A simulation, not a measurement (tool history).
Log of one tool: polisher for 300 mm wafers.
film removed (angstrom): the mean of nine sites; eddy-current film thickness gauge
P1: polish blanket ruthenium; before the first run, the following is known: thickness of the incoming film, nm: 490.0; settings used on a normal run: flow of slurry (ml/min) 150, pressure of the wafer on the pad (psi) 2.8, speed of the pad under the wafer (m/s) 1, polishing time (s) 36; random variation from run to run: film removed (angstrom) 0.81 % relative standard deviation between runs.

run,hour,flow of slurry (ml/min),pressure of the wafer on the pad (psi),speed of the pad under the wafer (m/s),polishing time (s),wafers polished on this pad,hours since the slurry nozzle was cleaned,hours since the head pressure was calibrated,film removed (angstrom)
1,3.1,150,2.8,1,36,643,289.3,623.2,506.87
2,5.8,150,2.8,1,36,661,292,625.9,506.22
3,8.2,150,1.7,1,36,677,294.4,628.3,305.88
4,11.1,150,2.8,1,36,697,297.3,631.2,504.42
5,13.7,150,2.8,1,17,714,299.9,633.8,240.33
6,17.7,150,2.8,0.56,36,741,303.9,637.8,284.7
7,20.8,150,2.8,1.42,36,762,307,640.9,724.92
8,24.6,150,4,1,54,787,310.8,644.7,1083
# hour 25.3: head pressure recalibrated
9,27.9,90,2.8,1,36,809,314.1,2.7,453.93
10,29.9,150,4.5,1,36,823,316.1,4.7,814.82
11,33.3,150,2.8,1,36,846,319.5,8.1,507.09
12,36.4,150,2.8,1,36,866,322.6,11.2,508.02
13,39.3,230,2.8,1,36,886,325.5,14.1,539.16
14,43.1,150,2.8,1,50,911,329.3,17.9,704.42
15,45.6,150,2.8,1,36,928,331.8,20.4,505.18
16,49.9,150,2.8,1,36,957,336.1,24.7,509.09
17,53.1,150,2.8,1,36,978,339.3,27.9,507.14
18,55.7,150,2.8,1,36,996,341.9,30.5,492.92
19,60,150,2.8,1,36,1025,346.2,34.8,476.86
20,62.8,150,2.8,1,36,1043,349,37.6,471.68
21,67.1,150,2.8,1,36,1072,353.3,41.9,465.53
# hour 67.5: head pressure recalibrated
22,69.5,150,2.8,1,36,1088,355.7,2.1,469.97
23,73.2,150,2.8,1,36,1113,359.4,5.8,474.11
24,75.5,150,2.8,1,36,1129,361.7,8.1,467.06

Compared with where it was, what P1 gives has crept away. Each cause listed below fits the log as well as the rest, at the size given for it:
A: removal rate lost through wear of the pad, % = 8.31
B: slurry flow missing at the pad, % = 33.9
At approximately hour 53.1, the process output began to creep.
The rest of the possible causes, and what rules out each one:
head's pressure below its setpoint, %: was serviced at hour 67.5, once the creep was under way, yet the earlier output never came back

4 check runs are offered, each on 5 wafers whose results are averaged, their results left as question marks. Which one tells the causes apart?
check 1,77.8,150,1.9,1,36,,,,?
check 2,77.8,150,4.3,1,46,,,,?
check 3,77.8,220,2.8,1.24,36,,,,?
check 4,77.8,150,4.2,1,44,,,,?

Predicted outcomes, by check and by cause:
check,result,if A,if B
check 1,film removed (angstrom),317.31,317.38
check 2,film removed (angstrom),917.61,917.8
check 3,film removed (angstrom),612.92,628.99
check 4,film removed (angstrom),857.3,857.48
Distance between the nearest two causes, measured in the result of the check that separates them most: check 1 0.02 %; check 2 0.02 %; check 3 2.59 %; check 4 0.02 %
Check 3 distinguishes between the causes, while the remaining checks would return nearly the same result for all of them.

With check 3 done, the readings were: film removed (angstrom) 613.36. Identify which of the listed causes applies.

It was cause A: removal rate lost through wear of the pad, %.
